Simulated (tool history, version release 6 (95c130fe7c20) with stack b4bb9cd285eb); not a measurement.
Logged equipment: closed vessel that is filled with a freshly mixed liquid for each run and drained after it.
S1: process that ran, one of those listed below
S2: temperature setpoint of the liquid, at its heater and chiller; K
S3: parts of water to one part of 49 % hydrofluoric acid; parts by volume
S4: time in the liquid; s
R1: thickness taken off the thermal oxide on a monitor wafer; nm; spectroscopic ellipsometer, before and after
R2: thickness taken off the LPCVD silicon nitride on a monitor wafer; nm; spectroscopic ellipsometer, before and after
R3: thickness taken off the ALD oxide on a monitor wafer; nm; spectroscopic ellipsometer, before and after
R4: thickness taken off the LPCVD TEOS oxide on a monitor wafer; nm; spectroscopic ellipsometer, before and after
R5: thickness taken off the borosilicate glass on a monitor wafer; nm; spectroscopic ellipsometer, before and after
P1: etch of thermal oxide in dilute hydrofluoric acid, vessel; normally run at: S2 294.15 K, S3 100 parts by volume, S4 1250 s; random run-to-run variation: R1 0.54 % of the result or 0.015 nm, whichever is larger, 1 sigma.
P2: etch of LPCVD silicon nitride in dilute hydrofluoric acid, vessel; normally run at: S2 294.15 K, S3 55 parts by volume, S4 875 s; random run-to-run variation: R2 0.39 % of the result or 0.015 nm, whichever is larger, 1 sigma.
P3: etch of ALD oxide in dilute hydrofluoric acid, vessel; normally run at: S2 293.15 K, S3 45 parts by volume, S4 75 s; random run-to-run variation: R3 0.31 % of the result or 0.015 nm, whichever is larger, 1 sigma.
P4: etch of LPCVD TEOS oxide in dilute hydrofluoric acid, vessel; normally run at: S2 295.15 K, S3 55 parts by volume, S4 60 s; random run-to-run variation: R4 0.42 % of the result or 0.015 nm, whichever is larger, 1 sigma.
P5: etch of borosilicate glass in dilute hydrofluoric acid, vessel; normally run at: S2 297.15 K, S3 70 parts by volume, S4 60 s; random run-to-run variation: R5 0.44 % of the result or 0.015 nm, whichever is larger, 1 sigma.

run   hour  S1      S2   S3    S4       R1       R2       R3      R4       R5
  1   10.7  P1  294.15  100  1250   51.412
  2   18.2  P1  290.15  100  1250   43.532
  3   30.0  P1  294.15  100  1250   51.630
  4   40.8  P2  294.15   55   875            7.1081
  5   50.0  P1  294.15  100  1250   51.474
  6   61.2  P3  293.15   20    75                    36.8350
  7   73.7  P4  295.15   30    60                             82.033
  8   80.0  P1  294.15  145  1250   34.149
  9   91.8  P5  297.15   70    60                                      26.755
 10   99.6  P1  294.15  100   285   11.832
 11  105.8  P1  294.15  100  2305   95.546
 12  113.4  P2  294.15   55  1275           10.3390
 13  123.3  P3  290.15   45    75                    13.9430
 14  130.2  P4  295.15   55    60                             43.775
 15  139.4  P1  294.15  150  2360   61.500
 16  145.2  P1  294.15   55  1250   98.641
 17  156.2  P1  298.15   35  1250  188.450
 18  164.1  P3  293.15   45    30                     6.3555
 19  170.7  P5  297.15   70   105                                      46.344
 20  177.3  P2  294.15   55   875            7.0514
 21  186.7  P1  300.15  100  1250   65.339
 22  192.8  P5  297.15   70    60                                      26.513
 23  200.1  P5  297.15   20    60                                     100.240
 24  209.8  P2  290.15   55   875            5.3249
 25  219.0  P1  294.15  100  1250   51.165
 26  229.6  P4  295.15   55    30                             21.718
 27  238.2  P2  294.15   90   875            4.3825
 28  250.6  P5  291.15   70    60                                      20.965
 29  259.4  P1  294.15  100  1250   51.778
     268.3  -- thermometer replaced
 30  271.5  P3  293.15   45    75                    15.8290
 31  278.2  P4  290.15   55    60                             35.149
 32  290.1  P1  294.15  100  1250   52.182
 33  299.1  P1  294.15  100  1250   51.642
 34  311.6  P1  294.15  100  1250   51.969
 35  318.6  P1  294.15  100  1250   50.976
 36  325.1  P1  294.15  100  1250   50.616
 37  335.2  P1  294.15  100  1250   49.353
 38  341.1  P1  294.15  100  1250   49.453
 39  352.4  P1  294.15  100  1250   48.974
 40  358.9  P1  294.15  100  1250   48.444
 41  366.5  P1  294.15  100  1250   48.335
 42  372.2  P1  294.15  100  1250   48.647
 43  380.4  P1  294.15  100  1250   48.814
 44  386.4  P1  294.15  100  1250   48.185
 45  399.2  P1  294.15  100  1250   48.390

P1 has crept away from where it was. The log is fitted equally well by each of these 2 causes, at the sizes shown:
A: liquid colder than its thermometer reads (K) = 1.61
B: hydrofluoric acid flow below the setpoint (%) = 5.74
The creep began at about hour 311.6.

Each of the 4 check runs below uses one wafer; its results are left as question marks. Which run tells the causes apart?
check 1  412.0  P4  295.15  55   60               ?
check 2  412.0  P5  297.15  70   60                   ?
check 3  412.0  P3  293.15  45   75           ?
check 4  412.0  P2  294.15  55  875       ?

What each check would give under each cause:
  check  result     if A     if B
check 1      R4   40.638   40.808
check 2      R5   24.985   25.014
check 3      R3  14.8160  14.9150
check 4      R2   6.3273   6.6769
Per check, the gap between the least separated pair of causes, taken in the result that splits them most: check 1 0.42 %; check 2 0.11 %; check 3 0.66 %; check 4 5.38 %
Only check 4 tells the causes apart: in the others they would give nearly the same result.

Check 4 was carried out, with these results: R2 6.3133 nm. Which of the listed causes is responsible?

It was cause A: liquid colder than its thermometer reads (K).

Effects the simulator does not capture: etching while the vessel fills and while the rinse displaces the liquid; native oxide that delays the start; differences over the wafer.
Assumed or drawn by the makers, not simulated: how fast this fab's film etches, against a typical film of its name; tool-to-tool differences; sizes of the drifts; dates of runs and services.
